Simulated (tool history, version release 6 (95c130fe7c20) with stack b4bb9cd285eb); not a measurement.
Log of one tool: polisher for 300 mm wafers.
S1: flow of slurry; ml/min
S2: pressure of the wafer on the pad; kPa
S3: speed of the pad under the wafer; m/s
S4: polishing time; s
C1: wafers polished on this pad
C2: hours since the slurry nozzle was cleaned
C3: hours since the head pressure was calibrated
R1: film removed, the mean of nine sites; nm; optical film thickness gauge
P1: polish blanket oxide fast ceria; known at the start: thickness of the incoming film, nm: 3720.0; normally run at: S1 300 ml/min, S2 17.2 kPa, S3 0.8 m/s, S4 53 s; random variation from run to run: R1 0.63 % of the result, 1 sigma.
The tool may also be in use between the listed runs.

run	hour	S1	S2	S3	S4	C1	C2	C3	R1
1	12	300	17.2	0.8	53	621	167.3	233.8	657.9
2	20.6	300	17.2	0.8	83	708	175.9	242.4	1024.7
3	31.1	300	17.2	1.12	36	813	186.4	252.9	625.57
4	37.3	300	25.5	0.8	53	875	192.6	259.1	964.54
5	45.4	440	17.2	0.8	53	957	200.7	267.2	678.58
6	57.7	300	17.2	0.8	53	1080	213	279.5	654
7	66.4	300	9.7	0.8	53	1167	221.7	288.2	368.7
8	73.4	300	17.2	0.8	53	1238	228.7	295.2	659
9	82	300	13.1	1.06	53	1324	237.3	303.8	657.72
10	91.2	300	17.2	1.06	53	1417	246.5	313	872.2
11	104.1	300	17.2	0.8	53	1546	259.4	325.9	655.19
12	117.8	300	17.2	0.8	28	1684	273.1	339.6	350.98
13	126.5	180	17.2	0.8	53	1771	281.8	348.3	619.08
14	138.1	380	17.2	0.54	53	1887	293.4	359.9	448.02
15	147.6	300	17.2	0.42	53	1983	302.9	369.4	338.97
16	161.1	300	17.2	0.8	53	2118	316.4	382.9	656.01
17	171.7	300	17.2	0.8	53	2225	327	393.5	642.8
18	185	300	17.2	0.8	53	2358	340.3	406.8	641.24
19	195.2	300	17.2	0.8	53	2461	350.5	417	643.17
20	206	300	17.2	0.8	53	2569	361.3	427.8	635.1
# hour 214.7: worn pad replaced by a new one
21	215.8	300	17.2	0.8	53	11	371.1	437.6	639.05
22	226.1	300	17.2	0.8	53	114	381.4	447.9	637.86
23	234.3	300	17.2	0.8	53	197	389.6	456.1	629.46
24	242.7	300	17.2	0.8	53	281	398	464.5	634.71
25	248.7	300	17.2	0.8	53	341	404	470.5	634.13
26	255.8	300	17.2	0.8	53	413	411.1	477.6	626.28

What P1 gives has crept away from where it was. These 2 causes fit the log equally well, each at the size given:
A: slurry flow missing at the pad, % = 27
B: head's pressure below its setpoint, % = 3.24
The creep began at about hour 161.1.
Why every other cause is out:
removal rate lost through wear of the pad, %: serviced at hour 214.7, which brought nothing back

4 check runs are offered, each on 5 wafers whose results are averaged, their results left as question marks. Which one tells the causes apart?
check 1	262.9	180	17.2	0.8	53				?
check 2	262.9	300	23.4	0.8	53				?
check 3	262.9	300	22.1	0.8	53				?
check 4	262.9	300	11.7	0.8	53				?

What each check would give under each cause:
check	result	if A	if B
check 1	R1	584.78	596.78
check 2	R1	860.98	861
check 3	R1	810.34	810.36
check 4	R1	430.49	430.5
How far apart the two closest causes lie, in the result that separates them most: check 1 2.03 %; check 2 0 %; check 3 0 %; check 4 0 %
Check 1 tells the causes apart: in the others they would give nearly the same result.

Then check 1 was run and gave: R1 585.72 nm. Which cause is it?

It is A: slurry flow missing at the pad, %.

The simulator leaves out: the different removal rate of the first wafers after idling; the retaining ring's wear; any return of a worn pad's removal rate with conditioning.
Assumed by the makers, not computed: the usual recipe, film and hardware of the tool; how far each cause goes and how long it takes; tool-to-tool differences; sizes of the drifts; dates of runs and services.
